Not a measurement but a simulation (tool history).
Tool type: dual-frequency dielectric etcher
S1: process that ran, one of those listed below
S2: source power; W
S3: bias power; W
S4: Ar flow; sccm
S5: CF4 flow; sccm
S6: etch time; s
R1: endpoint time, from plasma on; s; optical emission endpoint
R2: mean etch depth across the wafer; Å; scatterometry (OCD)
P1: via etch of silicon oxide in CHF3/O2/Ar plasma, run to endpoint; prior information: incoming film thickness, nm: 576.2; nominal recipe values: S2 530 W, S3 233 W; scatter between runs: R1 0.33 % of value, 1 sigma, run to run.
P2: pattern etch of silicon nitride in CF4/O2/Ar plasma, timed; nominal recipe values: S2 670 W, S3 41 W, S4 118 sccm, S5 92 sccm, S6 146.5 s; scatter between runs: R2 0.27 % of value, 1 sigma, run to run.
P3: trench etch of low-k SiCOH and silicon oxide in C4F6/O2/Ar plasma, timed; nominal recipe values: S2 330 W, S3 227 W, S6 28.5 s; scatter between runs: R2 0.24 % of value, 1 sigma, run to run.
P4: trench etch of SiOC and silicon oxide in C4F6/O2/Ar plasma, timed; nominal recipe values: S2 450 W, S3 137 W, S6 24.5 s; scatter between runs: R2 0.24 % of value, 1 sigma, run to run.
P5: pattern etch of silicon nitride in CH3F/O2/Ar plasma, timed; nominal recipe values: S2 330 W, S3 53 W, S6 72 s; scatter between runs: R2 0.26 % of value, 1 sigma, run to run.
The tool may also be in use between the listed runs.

run  hour  S1   S2   S3   S4   S5     S6      R1      R2
  1   4.1  P1  530  233                   278.13
  2   7.5  P1  530  233                   276.67
  3  11.4  P2  670   41   88   92  146.5          3446.3
  4  13.8  P2  670   41  118  125  146.5          3458.5
  5  15.7  P5  330   53               72          428.45
  6  18.3  P3  200  227             28.5          763.25
  7  21.1  P1  530  233                   276.21
  8  24.3  P1  720  173                    272.5
     25.4  -- bias power generator calibrated
  9  27.1  P4  450  180             24.5          503.71
 10    31  P2  670   41  118   92  146.5          3310.3
 11  33.2  P1  530  233                   275.52
 12  35.4  P3  330  227             38.5          1245.1
 13  38.6  P2  670   41  118   92  216.5          4892.2
 14  42.7  P1  730  233                   245.78
 15    45  P3  330  227             28.5           919.6
 16  46.9  P4  280  137             24.5          384.03
 17  48.8  P2  670   55  118   92  146.5          3683.4
 18  52.7  P1  360  233                   319.49
 19  55.3  P4  450  137             36.5          689.83
 20  57.9  P1  530  325                   245.63
 21  61.5  P5  330   69               72          469.11
 22  64.5  P5  330   53             41.5          247.65

Run 23 comes next. What will it give?
 23  66.7  P4  450  137          24.5       ?

R2: 461.87 Å
